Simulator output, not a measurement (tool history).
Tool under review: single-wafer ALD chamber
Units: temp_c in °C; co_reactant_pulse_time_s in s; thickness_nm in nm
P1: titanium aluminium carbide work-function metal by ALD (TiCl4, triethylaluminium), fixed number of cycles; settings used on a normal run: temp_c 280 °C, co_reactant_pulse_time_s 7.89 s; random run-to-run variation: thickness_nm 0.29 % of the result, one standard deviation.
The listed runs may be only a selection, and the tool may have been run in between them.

| run | hour | temp_c | co_reactant_pulse_time_s | thickness_nm |
|---|---|---|---|---|
| 1 | 7.5 | 280 | 7.89 | 1.8241 |
| 2 | 13.1 | 280 | 7.89 | 1.8170 |
|  | 15.4 | triethylaluminium bottle replaced |
| 3 | 22.7 | 280 | 7.89 | 1.8275 |
| 4 | 32.6 | 280 | 12.98 | 1.9211 |
| 5 | 37.7 | 258 | 7.89 | 1.6405 |
| 6 | 45.4 | 280 | 7.89 | 1.8181 |
| 7 | 50.3 | 280 | 7.89 | 1.8219 |
| 8 | 60.4 | 304 | 7.89 | 2.0285 |
| 9 | 65.7 | 298 | 11.49 | 2.0737 |
| 10 | 72.8 | 280 | 2.88 | 1.2275 |
| 11 | 80.4 | 280 | 7.89 | 1.8231 |
| 12 | 90.3 | 256 | 3.27 | 1.1744 |
| 13 | 95.3 | 257 | 12.71 | 1.7167 |
| 14 | 104.4 | 280 | 7.89 | 1.8215 |
| 15 | 109.3 | 280 | 7.89 | 1.8183 |
| 16 | 119.8 | 280 | 7.89 | 1.8077 |

What will run 17 give?
| 17 | 129.5 | 280 | 7.89 | ? |

For run 17 the tool returned thickness_nm 1.7897 nm.
